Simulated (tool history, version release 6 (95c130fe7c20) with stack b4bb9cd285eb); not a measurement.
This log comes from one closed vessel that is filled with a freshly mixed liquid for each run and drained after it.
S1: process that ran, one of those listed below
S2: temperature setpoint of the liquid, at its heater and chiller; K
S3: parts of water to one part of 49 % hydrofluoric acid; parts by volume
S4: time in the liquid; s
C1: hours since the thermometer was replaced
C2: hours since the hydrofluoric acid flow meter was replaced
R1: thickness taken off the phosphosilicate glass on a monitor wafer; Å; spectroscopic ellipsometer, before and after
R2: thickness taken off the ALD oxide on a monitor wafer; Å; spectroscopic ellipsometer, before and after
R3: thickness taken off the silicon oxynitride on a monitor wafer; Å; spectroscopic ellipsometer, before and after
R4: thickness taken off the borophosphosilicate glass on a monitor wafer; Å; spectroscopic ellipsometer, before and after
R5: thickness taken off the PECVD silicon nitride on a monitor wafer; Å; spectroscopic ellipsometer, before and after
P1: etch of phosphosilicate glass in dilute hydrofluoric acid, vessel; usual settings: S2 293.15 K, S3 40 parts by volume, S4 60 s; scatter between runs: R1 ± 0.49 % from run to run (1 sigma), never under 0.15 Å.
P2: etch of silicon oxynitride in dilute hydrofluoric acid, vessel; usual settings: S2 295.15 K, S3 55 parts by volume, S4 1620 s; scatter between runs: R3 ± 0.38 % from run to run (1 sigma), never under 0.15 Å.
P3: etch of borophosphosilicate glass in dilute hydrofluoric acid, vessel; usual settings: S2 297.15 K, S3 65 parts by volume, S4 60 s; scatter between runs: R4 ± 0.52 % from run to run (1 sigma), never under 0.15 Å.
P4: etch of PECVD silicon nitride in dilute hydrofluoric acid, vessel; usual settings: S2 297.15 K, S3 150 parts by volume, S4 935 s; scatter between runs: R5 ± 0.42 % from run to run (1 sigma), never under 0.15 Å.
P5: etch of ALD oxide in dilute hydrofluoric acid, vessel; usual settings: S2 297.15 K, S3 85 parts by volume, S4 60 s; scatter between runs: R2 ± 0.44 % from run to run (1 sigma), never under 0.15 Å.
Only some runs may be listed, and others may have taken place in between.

run,day,S1,S2,S3,S4,C1,C2,R1,R2,R3,R4,R5
1,0.317,P1,293.15,40,60,834.3,444.4,1424.50,,,,
2,0.571,P1,290.15,40,60,840.4,450.5,1266.50,,,,
3,0.925,P5,297.15,85,60,848.9,459.0,,89.147,,,
4,1.254,P2,295.15,55,1620,856.8,466.9,,,408.440,,
5,1.525,P5,297.15,85,90,863.3,473.4,,134.520,,,
6,1.871,P1,290.15,20,60,871.6,481.7,2576.20,,,,
7,2.142,P1,300.15,40,60,878.1,488.2,1906.90,,,,
8,2.483,P5,304.15,85,60,886.3,496.4,,118.570,,,
9,2.725,P3,290.65,65,60,892.1,502.2,,,,483.68,
10,2.925,P4,301.65,150,935,896.9,507.0,,,,,190.4800
11,3.125,P2,303.15,55,1620,901.7,511.8,,,595.930,,
12,3.329,P1,293.15,40,60,906.6,516.7,1433.30,,,,
13,3.742,P2,295.15,100,1620,916.5,526.6,,,216.790,,
14,4.096,P1,290.15,40,30,925.0,535.1,631.52,,,,
15,4.454,P1,293.15,40,105,933.6,543.7,2496.30,,,,
16,4.712,P2,295.15,55,330,939.8,549.9,,,83.118,,
# day 4.808: hydrofluoric acid flow meter replaced
17,4.996,P3,297.15,20,60,946.6,4.5,,,,2172.10,
18,5.254,P1,293.15,40,60,952.8,10.7,1440.90,,,,
19,5.633,P1,293.15,55,60,961.9,19.8,1025.40,,,,
20,5.858,P4,297.15,150,935,967.3,25.2,,,,,141.7800
21,6.250,P4,297.15,255,935,976.7,34.6,,,,,84.3960
22,6.538,P1,293.15,20,60,983.6,41.5,2956.30,,,,
23,6.954,P4,297.15,150,935,993.6,51.5,,,,,142.3300
24,7.400,P1,293.15,40,60,1004.3,62.2,1436.10,,,,
25,7.646,P1,293.15,40,30,1010.2,68.1,718.73,,,,
26,7.962,P1,290.15,40,95,1017.8,75.7,1994.10,,,,
27,8.279,P3,297.15,65,100,1025.4,83.3,,,,1047.10,
28,8.625,P1,293.15,40,60,1033.7,91.6,1437.70,,,,
29,9.054,P4,297.15,150,30,1044.0,101.9,,,,,4.8239
30,9.388,P5,297.15,140,60,1052.0,109.9,,50.612,,,
31,9.642,P3,297.15,65,60,1058.1,116.0,,,,627.73,
32,10.017,P1,293.15,40,60,1067.1,125.0,1428.00,,,,

The next listed run, before its measurement:
33,10.296,P1,293.15,40,60,1073.8,131.7,?,,,,

Run 33 measured R1 1389.10 Å.
